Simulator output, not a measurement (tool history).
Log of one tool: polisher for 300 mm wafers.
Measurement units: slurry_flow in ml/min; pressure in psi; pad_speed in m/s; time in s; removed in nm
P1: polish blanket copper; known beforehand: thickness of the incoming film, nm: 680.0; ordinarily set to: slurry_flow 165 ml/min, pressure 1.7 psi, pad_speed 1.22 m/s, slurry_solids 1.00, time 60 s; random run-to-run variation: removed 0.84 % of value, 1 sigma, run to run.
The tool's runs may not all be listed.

run,hour,slurry_flow,pressure,pad_speed,slurry_solids,time,wafers polished on this pad,hours since the slurry nozzle was cleaned,hours since the head pressure was calibrated,hours since the slurry blender was calibrated,removed
1,11.7,165,1.7,1.22,1.00,60,408,211.0,173.1,208.5,148.250
2,20.7,165,1.7,1.22,0.75,60,500,220.0,182.1,217.5,139.170
3,30.3,165,1.7,1.22,1.00,60,599,229.6,191.7,227.1,149.980
4,36.6,165,1.7,1.52,1.30,60,663,235.9,198.0,233.4,194.430
5,50.0,100,1.7,1.22,1.00,60,800,249.3,211.4,246.8,134.840
6,58.1,165,1.7,0.58,1.00,60,883,257.4,219.5,254.9,70.428
7,70.8,165,1.7,1.22,1.00,91,1014,270.1,232.2,267.6,225.610
8,83.5,165,1.1,1.22,1.00,39,1144,282.8,244.9,280.3,62.410
9,93.1,220,1.7,1.22,1.00,60,1242,292.4,254.5,289.9,153.490
10,101.5,165,1.7,1.22,1.00,60,1328,300.8,262.9,298.3,146.600
11,112.1,165,1.0,1.22,1.00,60,1437,311.4,273.5,308.9,88.064
12,124.1,165,2.2,1.22,1.00,60,1560,323.4,285.5,320.9,190.060
13,130.7,165,1.7,1.88,1.00,60,1627,330.0,292.1,327.5,230.550
# hour 134.5: slurry blender recalibrated
# hour 136.1: slurry nozzle cleaned
14,142.5,165,1.7,1.22,1.40,60,1748,6.5,303.9,8.0,159.690
15,155.1,165,1.7,1.22,1.00,30,1877,19.1,316.5,20.6,74.369
16,164.2,165,1.7,1.22,1.00,60,1970,28.2,325.6,29.7,149.140
17,176.6,165,1.7,1.22,1.00,60,2097,40.6,338.0,42.1,149.170
18,187.1,165,1.7,1.22,1.00,60,2205,51.1,348.5,52.6,148.520
19,193.3,165,1.7,1.22,1.00,60,2269,57.3,354.7,58.8,148.920
20,205.0,165,1.7,1.22,1.00,60,2388,69.0,366.4,70.5,145.350
21,215.2,165,1.7,1.22,1.00,60,2493,79.2,376.6,80.7,142.050
22,222.8,165,1.7,1.22,1.00,60,2571,86.8,384.2,88.3,140.640
# hour 225.0: worn pad replaced by a new one
23,233.7,165,1.7,1.22,1.00,60,89,97.7,395.1,99.2,138.630
24,240.3,165,1.7,1.22,1.00,60,157,104.3,401.7,105.8,139.980
# hour 252.2: slurry blender recalibrated
25,252.4,165,1.7,1.22,1.00,60,281,116.4,413.8,0.2,138.570
26,262.9,165,1.7,1.22,1.00,60,388,126.9,424.3,10.7,139.530
27,276.4,165,1.7,1.22,1.00,60,527,140.4,437.8,24.2,138.370
28,282.6,165,1.7,1.22,1.00,60,590,146.6,444.0,30.4,139.440

What P1 gives has crept off from where it sat before. The 2 causes that follow fit the log equally well, each at the size noted:
A: head's pressure below its setpoint, % = 7.08
B: slurry flow missing at the pad, % = 31.9
The creep began at about hour 193.3.
What rules out each remaining cause:
removal rate lost through wear of the pad, %: was serviced at hour 225.0, once the creep was under way, yet the earlier output never came back
abrasive missing from the slurry, %: was serviced at hour 252.2, once the creep was under way, yet the earlier output never came back

Consider the 4 check runs below, whose results appear as question marks and each of which averages 3 wafers. Which one distinguishes the causes, in that each cause would give it a clearly different result?
check 1,288.8,165,1.7,0.66,1.00,60,,,,,?
check 2,288.8,165,1.7,0.82,1.00,60,,,,,?
check 3,288.8,100,1.7,1.22,1.00,60,,,,,?
check 4,288.8,165,1.3,1.22,1.20,60,,,,,?

Predicted outcomes, by check and by cause:
check,result,if A,if B
check 1,removed,74.732,74.728
check 2,removed,92.849,92.843
check 3,removed,124.830,119.810
check 4,removed,109.890,109.890
Distance between the nearest two causes, measured in the result of the check that separates them most: check 1 0.01 %; check 2 0.01 %; check 3 4.11 %; check 4 0.01 %
Of the check runs offered, only check 3 discriminates between the causes; the rest would read about the same regardless of which cause applies.

Check 3 was then run and gave: removed 124.780 nm. Which cause is it?

The cause is A: head's pressure below its setpoint, %.
